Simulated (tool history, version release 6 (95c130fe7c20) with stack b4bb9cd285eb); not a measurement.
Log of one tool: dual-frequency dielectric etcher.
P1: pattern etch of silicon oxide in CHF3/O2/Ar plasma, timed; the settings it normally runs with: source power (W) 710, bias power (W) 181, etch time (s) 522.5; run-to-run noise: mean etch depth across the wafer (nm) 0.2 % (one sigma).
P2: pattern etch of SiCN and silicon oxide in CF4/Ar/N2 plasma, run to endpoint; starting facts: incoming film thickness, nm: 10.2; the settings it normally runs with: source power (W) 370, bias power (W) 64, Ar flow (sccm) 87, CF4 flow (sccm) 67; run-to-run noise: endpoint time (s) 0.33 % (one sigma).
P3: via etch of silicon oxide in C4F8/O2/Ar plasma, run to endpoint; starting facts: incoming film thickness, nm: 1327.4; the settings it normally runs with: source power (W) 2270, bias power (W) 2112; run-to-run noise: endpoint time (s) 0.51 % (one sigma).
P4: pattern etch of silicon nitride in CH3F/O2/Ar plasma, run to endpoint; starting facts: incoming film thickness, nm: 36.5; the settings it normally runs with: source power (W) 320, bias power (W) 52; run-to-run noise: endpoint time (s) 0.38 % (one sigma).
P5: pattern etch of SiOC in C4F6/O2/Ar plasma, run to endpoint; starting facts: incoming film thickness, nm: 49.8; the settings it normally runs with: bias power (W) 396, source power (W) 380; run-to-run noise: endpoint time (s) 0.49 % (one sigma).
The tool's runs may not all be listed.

run   hour  process that ran  source power (W)  bias power (W)  etch time (s)  Ar flow (sccm)  CF4 flow (sccm)  hours since the last wet clean  hours since the last source power generator calibration  hours since the last bias power generator calibration  mean etch depth across the wafer (nm)  endpoint time (s)
  1    5.5                P1               710             181          522.5                                                             76.7                                                   1006.8                                                 2785.5                                 1123.1
  2    9.7                P2               370              91                             87               67                            80.9                                                     1011                                                 2789.7                                                    12.589
  3   13.1                P1               910             181          522.5                                                             84.3                                                   1014.4                                                 2793.1                                 1228.5
  4   18.3                P5               540             396                                                                            89.5                                                   1019.6                                                 2798.3                                                    16.643
  5   25.7                P5               380             265                                                                            96.9                                                     1027                                                 2805.7                                                    22.057
  6     31                P1               550             181          522.5                                                            102.2                                                   1032.3                                                   2811                                   1013
  7   38.1                P4               320              52                                                                           109.3                                                   1039.4                                                 2818.1                                                    63.895
  8   45.6                P1               710             223          522.5                                                            116.8                                                   1046.9                                                 2825.6                                 1206.6
  9   52.7                P1               710             181          522.5                                                            123.9                                                     1054                                                 2832.7                                 1115.5
 10   57.7                P3              2270            2112                                                                           128.9                                                     1059                                                 2837.7                                                    246.55
 11     62                P2               370              64                             53               67                           133.2                                                   1063.3                                                   2842                                                    13.326
 12   65.8                P2               370              64                             87               89                             137                                                   1067.1                                                 2845.8                                                    13.739
 13   71.7                P4               320              52                                                                           142.9                                                     1073                                                 2851.7                                                    64.337
 14   78.3                P1               710             181          287.5                                                            149.5                                                   1079.6                                                 2858.3                                 616.64
 15   84.3                P5               380             396                                                                           155.5                                                   1085.6                                                 2864.3                                                    18.968
 16   88.7                P2               470              64                             87               67                           159.9                                                     1090                                                 2868.7                                                    11.571
 17   95.4                P4               320              39                                                                           166.6                                                   1096.7                                                 2875.4                                                    69.705
 18  101.4                P1               710             137          522.5                                                            172.6                                                   1102.7                                                 2881.4                                 1025.5
 19  104.9                P3              3200            2112                                                                           176.1                                                   1106.2                                                 2884.9                                                    215.96
 20    110                P4               450              52                                                                           181.2                                                   1111.3                                                   2890                                                    55.964
     115.5  -- bias power generator calibrated
 21    117                P1               710             181            640                                                            188.2                                                   1118.3                                                    1.6                                 1371.8
 22  122.6                P1               540             211          522.5                                                            193.8                                                   1123.9                                                    7.2                                 1061.3
 23  129.2                P3              2270            2112                                                                           200.4                                                   1130.5                                                   13.8                                                    247.84
 24  135.6                P1               710             181          522.5                                                            206.8                                                   1136.9                                                   20.2                                 1119.5
 25  143.2                P1               710             181          522.5                                                            214.4                                                   1144.5                                                   27.8                                 1118.8
 26  147.5                P1               710             181          522.5                                                            218.7                                                   1148.8                                                   32.1                                 1120.5
 27  154.8                P1               880             181            647                                                              226                                                   1156.1                                                   39.4                                   1504
 28  159.2                P3              2270            2597                                                                           230.4                                                   1160.5                                                   43.8                                                    232.91
 29  163.3                P2               370              64                             87               67                           234.5                                                   1164.6                                                   47.9                                                    14.264
 30  170.1                P1               710             181          522.5                                                            241.3                                                   1171.4                                                   54.7                                 1118.3
 31  173.6                P1               710             181          522.5                                                            244.8                                                   1174.9                                                   58.2                                 1120.9
 32  177.1                P1               710             181          522.5                                                            248.3                                                   1178.4                                                   61.7                                 1125.7
 33  183.7                P1               710             181          522.5                                                            254.9                                                     1185                                                   68.3                                 1127.4
 34  189.8                P1               710             181          522.5                                                              261                                                   1191.1                                                   74.4                                 1134.3
 35  195.7                P1               710             181          522.5                                                            266.9                                                     1197                                                   80.3                                 1131.4
     199.9  -- wet clean of the chamber
 36  202.1                P1               710             181          522.5                                                              2.2                                                   1203.4                                                   86.7                                 1137.1
 37  208.6                P1               710             181          522.5                                                              8.7                                                   1209.9                                                   93.2                                   1135

Estimate the outcome of run 38 from the log above:
 38  213.4                P1               710             181          522.5                                                             13.5                                                   1214.7                                                     98                                      ?

Run 38 came out at mean etch depth across the wafer (nm) 1134.6.
